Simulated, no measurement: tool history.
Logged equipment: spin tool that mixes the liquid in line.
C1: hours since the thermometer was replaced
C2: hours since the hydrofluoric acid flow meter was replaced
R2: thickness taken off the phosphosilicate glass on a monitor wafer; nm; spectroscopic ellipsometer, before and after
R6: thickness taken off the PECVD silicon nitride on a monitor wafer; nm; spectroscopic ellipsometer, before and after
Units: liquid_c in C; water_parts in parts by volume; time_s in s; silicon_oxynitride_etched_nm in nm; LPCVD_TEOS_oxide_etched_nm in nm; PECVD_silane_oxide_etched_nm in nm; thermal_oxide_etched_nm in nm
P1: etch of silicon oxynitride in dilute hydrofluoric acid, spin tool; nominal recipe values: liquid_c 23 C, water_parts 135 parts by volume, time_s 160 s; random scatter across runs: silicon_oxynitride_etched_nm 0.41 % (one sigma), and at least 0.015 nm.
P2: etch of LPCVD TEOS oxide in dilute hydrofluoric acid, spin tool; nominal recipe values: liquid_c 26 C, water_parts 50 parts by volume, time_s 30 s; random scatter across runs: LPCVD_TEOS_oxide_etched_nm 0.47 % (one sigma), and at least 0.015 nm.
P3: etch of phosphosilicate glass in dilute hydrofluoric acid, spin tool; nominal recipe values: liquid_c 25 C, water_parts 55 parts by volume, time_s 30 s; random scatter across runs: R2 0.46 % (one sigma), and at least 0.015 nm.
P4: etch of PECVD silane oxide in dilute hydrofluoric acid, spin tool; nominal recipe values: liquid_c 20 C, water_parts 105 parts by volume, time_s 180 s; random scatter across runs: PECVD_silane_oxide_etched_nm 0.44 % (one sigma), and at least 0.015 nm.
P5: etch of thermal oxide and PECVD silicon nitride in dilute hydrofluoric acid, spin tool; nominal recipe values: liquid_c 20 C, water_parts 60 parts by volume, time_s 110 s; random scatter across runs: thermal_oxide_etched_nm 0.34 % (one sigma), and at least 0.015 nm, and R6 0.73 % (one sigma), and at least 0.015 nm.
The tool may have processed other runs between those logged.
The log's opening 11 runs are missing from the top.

{"run": 12, "day": 4.354, "process": "P5", "liquid_c": 17, "water_parts": 60, "time_s": 110, "C1": 425.4, "C2": 1265.2, "thermal_oxide_etched_nm": 6.6672, "R6": 2.6502}
{"run": 13, "day": 4.729, "process": "P3", "liquid_c": 25, "water_parts": 55, "time_s": 55, "C1": 434.4, "C2": 1274.2, "R2": 180.72}
{"run": 14, "day": 4.967, "process": "P2", "liquid_c": 26, "water_parts": 20, "time_s": 30, "C1": 440.1, "C2": 1279.9, "LPCVD_TEOS_oxide_etched_nm": 31.293}
{"run": 15, "day": 5.238, "process": "P1", "liquid_c": 23, "water_parts": 30, "time_s": 160, "C1": 446.6, "C2": 1286.4, "silicon_oxynitride_etched_nm": 25.566}
{"run": 16, "day": 5.629, "process": "P4", "liquid_c": 20, "water_parts": 105, "time_s": 60, "C1": 456, "C2": 1295.8, "PECVD_silane_oxide_etched_nm": 10.347}
{"run": 17, "day": 5.858, "process": "P2", "liquid_c": 26, "water_parts": 50, "time_s": 15, "C1": 461.5, "C2": 1301.3, "LPCVD_TEOS_oxide_etched_nm": 5.9758}
{"run": 18, "day": 6.292, "process": "P1", "liquid_c": 28, "water_parts": 40, "time_s": 160, "C1": 471.9, "C2": 1311.7, "silicon_oxynitride_etched_nm": 24.299}
{"run": 19, "day": 6.567, "process": "P2", "liquid_c": 26, "water_parts": 50, "time_s": 30, "C1": 478.5, "C2": 1318.3, "LPCVD_TEOS_oxide_etched_nm": 11.932}
{"run": 20, "day": 6.983, "process": "P1", "liquid_c": 23, "water_parts": 135, "time_s": 275, "C1": 488.5, "C2": 1328.3, "silicon_oxynitride_etched_nm": 9.0075}
{"run": 21, "day": 7.325, "process": "P1", "liquid_c": 23, "water_parts": 215, "time_s": 160, "C1": 496.7, "C2": 1336.5, "silicon_oxynitride_etched_nm": 3.0815}
{"run": 22, "day": 7.767, "process": "P5", "liquid_c": 20, "water_parts": 60, "time_s": 110, "C1": 507.3, "C2": 1347.1, "thermal_oxide_etched_nm": 7.6048, "R6": 3.1985}
{"run": 23, "day": 8.058, "process": "P1", "liquid_c": 23, "water_parts": 135, "time_s": 160, "C1": 514.3, "C2": 1354.1, "silicon_oxynitride_etched_nm": 5.222}
{"run": 24, "day": 8.425, "process": "P5", "liquid_c": 20, "water_parts": 60, "time_s": 180, "C1": 523.1, "C2": 1362.9, "thermal_oxide_etched_nm": 12.374, "R6": 5.3671}
{"run": 25, "day": 8.658, "process": "P1", "liquid_c": 27, "water_parts": 135, "time_s": 160, "C1": 528.7, "C2": 1368.5, "silicon_oxynitride_etched_nm": 6.2784}
{"run": 26, "day": 9.121, "process": "P4", "liquid_c": 20, "water_parts": 105, "time_s": 180, "C1": 539.8, "C2": 1379.6, "PECVD_silane_oxide_etched_nm": 31.272}
{"run": 27, "day": 9.467, "process": "P1", "liquid_c": 19, "water_parts": 135, "time_s": 160, "C1": 548.1, "C2": 1387.9, "silicon_oxynitride_etched_nm": 4.3052}

Run 28 has not been measured yet. What should we expect?
{"run": 28, "day": 9.783, "process": "P5", "liquid_c": 20, "water_parts": 110, "time_s": 110, "C1": 555.7, "C2": 1395.5, "thermal_oxide_etched_nm": "?", "R6": "?"}

{"run 28": {"thermal_oxide_etched_nm": 3.9121, "R6": 1.7876}}
